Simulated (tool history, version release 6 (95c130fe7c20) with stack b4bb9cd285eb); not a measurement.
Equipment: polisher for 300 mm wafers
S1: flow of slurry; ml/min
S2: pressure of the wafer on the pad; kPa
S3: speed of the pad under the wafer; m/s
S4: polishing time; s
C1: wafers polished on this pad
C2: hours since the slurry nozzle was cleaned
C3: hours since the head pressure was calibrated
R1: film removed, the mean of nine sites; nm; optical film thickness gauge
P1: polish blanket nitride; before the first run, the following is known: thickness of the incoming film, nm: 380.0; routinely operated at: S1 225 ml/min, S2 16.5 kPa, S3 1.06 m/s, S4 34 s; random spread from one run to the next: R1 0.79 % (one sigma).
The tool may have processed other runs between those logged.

run   hour   S1    S2    S3  S4    C1     C2     C3      R1
  1   14.7  225  16.5  1.06  34   401  298.7  532.6  33.731
      26.5  -- slurry nozzle cleaned
  2   29.0  225  11.7  1.06  44   539    2.6  546.9  30.646
  3   40.0  225  25.5  1.06  34   644   13.6  557.9  51.580
  4   50.8  225  16.5  1.06  34   748   24.4  568.7  33.975
  5   60.9  225  16.5  1.06  34   845   34.5  578.8  33.582
  6   70.8  225  16.5  0.74  34   941   44.4  588.7  25.715
  7   78.9  225  16.5  1.06  34  1019   52.5  596.8  34.133
  8   94.3  225   7.6  1.06  34  1167   67.9  612.2  15.255
  9  104.9  225  16.5  1.06  52  1269   78.5  622.8  52.046
 10  118.8  225  16.5  1.06  34  1402   92.4  636.7  33.737
 11  133.6  135  16.5  1.06  34  1545  107.2  651.5  31.301
 12  145.0  225  16.5  1.06  34  1655  118.6  662.9  34.307
 13  153.8  225  16.5  1.06  17  1739  127.4  671.7  17.017
 14  168.0  325  16.5  1.06  34  1876  141.6  685.9  35.273
 15  179.8  225  16.5  1.54  34  1989  153.4  697.7  45.083
 16  190.4  225  16.5  1.06  34  2091  164.0  708.3  34.269
 17  206.6  225  16.5  1.06  34  2247  180.2  724.5  34.051
 18  218.1  225  16.5  1.06  34  2358  191.7  736.0  32.823
 19  233.7  225  16.5  1.06  34  2508  207.3  751.6  32.462
 20  242.2  225  16.5  1.06  34  2590  215.8  760.1  32.660
 21  252.5  225  16.5  1.06  34  2689  226.1  770.4  32.358
 22  266.7  225  16.5  1.06  34  2825  240.3  784.6  31.972
     277.6  -- head pressure recalibrated
 23  282.6  225  16.5  1.06  34  2978  256.2    5.0  32.291
 24  295.4  225  16.5  1.06  34  3101  269.0   17.8  31.786
 25  304.0  225  16.5  1.06  34  3184  277.6   26.4  31.866
 26  321.0  225  16.5  1.06  34  3348  294.6   43.4  32.009
 27  336.5  225  16.5  1.06  34  3497  310.1   58.9  32.209

P1 no longer gives what it gave before; its output has crept away from where it was. The following 2 causes, each at its listed size, fit the log equally well:
A: removal rate lost through wear of the pad, % = 5.87
B: slurry flow missing at the pad, % = 34.2
The onset of the drift is placed at about hour 206.6.
Ruled out, with reasons:
head's pressure below its setpoint, %: was serviced at hour 277.6, once the creep was under way, yet the earlier output never came back

Consider the 4 check runs below, whose results appear as question marks and each of which averages 5 wafers. Which one distinguishes the causes, in that each cause would give it a clearly different result?
check 1  352.0  225  16.5  0.82  47               ?
check 2  352.0  150   8.3  1.06  34               ?
check 3  352.0  225  16.5  1.54  51               ?
check 4  352.0  225   9.7  1.06  18               ?

What every check run would give for each of its results, assuming each possible cause in turn:
  check  result     if A     if B
check 1      R1  35.8370  35.8330
check 2      R1  15.0160  14.6080
check 3      R1  64.3820  64.3750
check 4      R1   9.8313   9.8303
Per-check spread between the two closest causes, in the result where they differ most: check 1 0.01 %; check 2 2.75 %; check 3 0.01 %; check 4 0.01 %
The other checks would show nearly matching results whichever cause is true, so check 2 is the only one that separates the causes.

Then check 2 was run and gave: R1 14.9830 nm. Which cause is it?

It is A: removal rate lost through wear of the pad, %.
